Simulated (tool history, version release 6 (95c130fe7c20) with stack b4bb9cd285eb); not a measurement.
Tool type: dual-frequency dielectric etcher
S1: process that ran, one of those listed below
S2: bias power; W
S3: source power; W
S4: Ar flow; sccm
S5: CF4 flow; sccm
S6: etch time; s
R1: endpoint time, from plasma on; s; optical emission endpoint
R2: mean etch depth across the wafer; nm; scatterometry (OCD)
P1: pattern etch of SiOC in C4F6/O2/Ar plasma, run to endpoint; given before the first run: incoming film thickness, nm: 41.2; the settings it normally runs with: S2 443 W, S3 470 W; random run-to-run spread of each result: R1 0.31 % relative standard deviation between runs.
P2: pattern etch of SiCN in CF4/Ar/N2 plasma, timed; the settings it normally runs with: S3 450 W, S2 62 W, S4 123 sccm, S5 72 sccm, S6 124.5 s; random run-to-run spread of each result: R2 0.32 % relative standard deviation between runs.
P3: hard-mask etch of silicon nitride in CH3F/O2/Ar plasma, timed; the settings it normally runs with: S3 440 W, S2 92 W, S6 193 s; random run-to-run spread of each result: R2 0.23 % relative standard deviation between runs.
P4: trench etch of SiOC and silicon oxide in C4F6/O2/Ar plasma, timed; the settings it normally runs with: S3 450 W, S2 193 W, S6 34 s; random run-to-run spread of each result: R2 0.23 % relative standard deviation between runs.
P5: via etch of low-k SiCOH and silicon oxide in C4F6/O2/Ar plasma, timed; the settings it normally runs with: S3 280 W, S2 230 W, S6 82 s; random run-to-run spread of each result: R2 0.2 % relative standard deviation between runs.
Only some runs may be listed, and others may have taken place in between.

Run 1, hour 4.6: S1 P1, S2 443 W, S3 470 W. Result: R1 13.711 s.
Run 2, hour 12.4: S1 P2, S2 74 W, S3 450 W, S4 123 sccm, S5 72 sccm, S6 124.5 s. Result: R2 104.83 nm.
Run 3, hour 19.3: S1 P4, S2 193 W, S3 360 W, S6 34 s. Result: R2 66.644 nm.
Run 4, hour 27.1: S1 P2, S2 62 W, S3 560 W, S4 123 sccm, S5 72 sccm, S6 124.5 s. Result: R2 120.56 nm.
Run 5, hour 30.5: S1 P1, S2 443 W, S3 470 W. Result: R1 13.796 s.
Run 6, hour 34.9: S1 P4, S2 154 W, S3 450 W, S6 34 s. Result: R2 67.689 nm.
Run 7, hour 40.3: S1 P3, S2 126 W, S3 440 W, S6 193 s. Result: R2 172.13 nm.
Run 8, hour 46.8: S1 P2, S2 62 W, S3 450 W, S4 164 sccm, S5 72 sccm, S6 124.5 s. Result: R2 94.143 nm.
Run 9, hour 52.2: S1 P3, S2 92 W, S3 440 W, S6 193 s. Result: R2 153.24 nm.
Run 10, hour 56.3: S1 P5, S2 230 W, S3 360 W, S6 82 s. Result: R2 237.05 nm.
Run 11, hour 62.7: S1 P1, S2 323 W, S3 570 W. Result: R1 14.239 s.
Run 12, hour 67.9: S1 P2, S2 62 W, S3 450 W, S4 123 sccm, S5 72 sccm, S6 80.5 s. Result: R2 64.133 nm.
Run 13, hour 74.9: S1 P1, S2 443 W, S3 470 W. Result: R1 13.686 s.
Run 14, hour 80.4: S1 P1, S2 547 W, S3 470 W. Result: R1 12.589 s.
Run 15, hour 86.4: S1 P1, S2 443 W, S3 470 W. Result: R1 13.683 s.
Run 16, hour 92: S1 P5, S2 230 W, S3 280 W, S6 107 s. Result: R2 280.38 nm.
Run 17, hour 96.8: S1 P3, S2 92 W, S3 440 W, S6 237.5 s. Result: R2 189.1 nm.
At hour 98.9: source power generator calibrated.
Run 18, hour 101: S1 P5, S2 146 W, S3 280 W, S6 82 s. Result: R2 185.69 nm.
Run 19, hour 105.3: S1 P4, S2 193 W, S3 450 W, S6 34 s. Result: R2 72.801 nm.
Run 20, hour 110.2: S1 P1, S2 443 W, S3 470 W. Result: R1 13.701 s.

Expected results for the next run?
Run 21, hour 117.7: S1 P4, S2 193 W, S3 450 W, S6 21 s. Result: R2 ?.

For run 21 the tool returned R2 44.88 nm.
